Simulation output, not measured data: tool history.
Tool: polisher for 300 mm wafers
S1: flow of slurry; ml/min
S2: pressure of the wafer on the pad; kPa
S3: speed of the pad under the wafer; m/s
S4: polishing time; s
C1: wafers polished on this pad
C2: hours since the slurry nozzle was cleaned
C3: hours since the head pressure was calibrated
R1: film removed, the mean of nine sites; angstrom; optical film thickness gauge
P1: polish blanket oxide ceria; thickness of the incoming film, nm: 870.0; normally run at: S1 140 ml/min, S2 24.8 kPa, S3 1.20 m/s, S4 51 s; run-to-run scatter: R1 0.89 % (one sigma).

Run 1, day 0.275: S1 140 ml/min, S2 24.8 kPa, S3 1.20 m/s, S4 51 s; C1 329; C2 638.5; C3 137.4. Result: R1 3366.6 angstrom.
Run 2, day 0.721: S1 140 ml/min, S2 24.8 kPa, S3 1.70 m/s, S4 51 s; C1 484; C2 649.2; C3 148.1. Result: R1 4745.9 angstrom.
Run 3, day 1.071: S1 140 ml/min, S2 24.8 kPa, S3 1.20 m/s, S4 51 s; C1 606; C2 657.6; C3 156.5. Result: R1 3347.0 angstrom.
Run 4, day 1.458: S1 140 ml/min, S2 24.8 kPa, S3 1.20 m/s, S4 51 s; C1 741; C2 666.9; C3 165.8. Result: R1 3342.9 angstrom.
Run 5, day 1.788: S1 140 ml/min, S2 24.8 kPa, S3 1.20 m/s, S4 51 s; C1 855; C2 674.8; C3 173.7. Result: R1 3391.7 angstrom.
Run 6, day 2.188: S1 190 ml/min, S2 24.8 kPa, S3 1.20 m/s, S4 51 s; C1 995; C2 684.4; C3 183.3. Result: R1 3503.3 angstrom.
Run 7, day 2.458: S1 205 ml/min, S2 34.5 kPa, S3 1.20 m/s, S4 51 s; C1 1089; C2 690.9; C3 189.8. Result: R1 4919.8 angstrom.
Run 8, day 3.012: S1 100 ml/min, S2 36.5 kPa, S3 1.20 m/s, S4 51 s; C1 1282; C2 704.2; C3 203.1. Result: R1 4635.0 angstrom.
Run 9, day 3.288: S1 85 ml/min, S2 24.8 kPa, S3 1.20 m/s, S4 51 s; C1 1377; C2 710.8; C3 209.7. Result: R1 2945.1 angstrom.
Run 10, day 3.767: S1 185 ml/min, S2 14.5 kPa, S3 1.20 m/s, S4 51 s; C1 1544; C2 722.3; C3 221.2. Result: R1 2039.4 angstrom.
Run 11, day 4.267: S1 140 ml/min, S2 24.8 kPa, S3 1.20 m/s, S4 35 s; C1 1718; C2 734.3; C3 233.2. Result: R1 2283.8 angstrom.
Run 12, day 4.817: S1 140 ml/min, S2 11.0 kPa, S3 1.20 m/s, S4 51 s; C1 1909; C2 747.5; C3 246.4. Result: R1 1459.6 angstrom.
Run 13, day 5.079: S1 140 ml/min, S2 39.3 kPa, S3 1.20 m/s, S4 51 s; C1 2001; C2 753.8; C3 252.7. Result: R1 5262.5 angstrom.
Run 14, day 5.358: S1 140 ml/min, S2 24.8 kPa, S3 0.56 m/s, S4 51 s; C1 2098; C2 760.5; C3 259.4. Result: R1 1556.4 angstrom.
Run 15, day 5.792: S1 140 ml/min, S2 24.8 kPa, S3 1.20 m/s, S4 77 s; C1 2249; C2 770.9; C3 269.8. Result: R1 4968.0 angstrom.
Run 16, day 6.104: S1 140 ml/min, S2 24.8 kPa, S3 1.20 m/s, S4 51 s; C1 2357; C2 778.4; C3 277.3. Result: R1 3321.6 angstrom.

Forecast run 17:
Run 17, day 6.596: S1 140 ml/min, S2 24.8 kPa, S3 1.20 m/s, S4 51 s; C1 2528; C2 790.2; C3 289.1. Result: R1 ?.

Run 17 gave R1 3298.9 angstrom.

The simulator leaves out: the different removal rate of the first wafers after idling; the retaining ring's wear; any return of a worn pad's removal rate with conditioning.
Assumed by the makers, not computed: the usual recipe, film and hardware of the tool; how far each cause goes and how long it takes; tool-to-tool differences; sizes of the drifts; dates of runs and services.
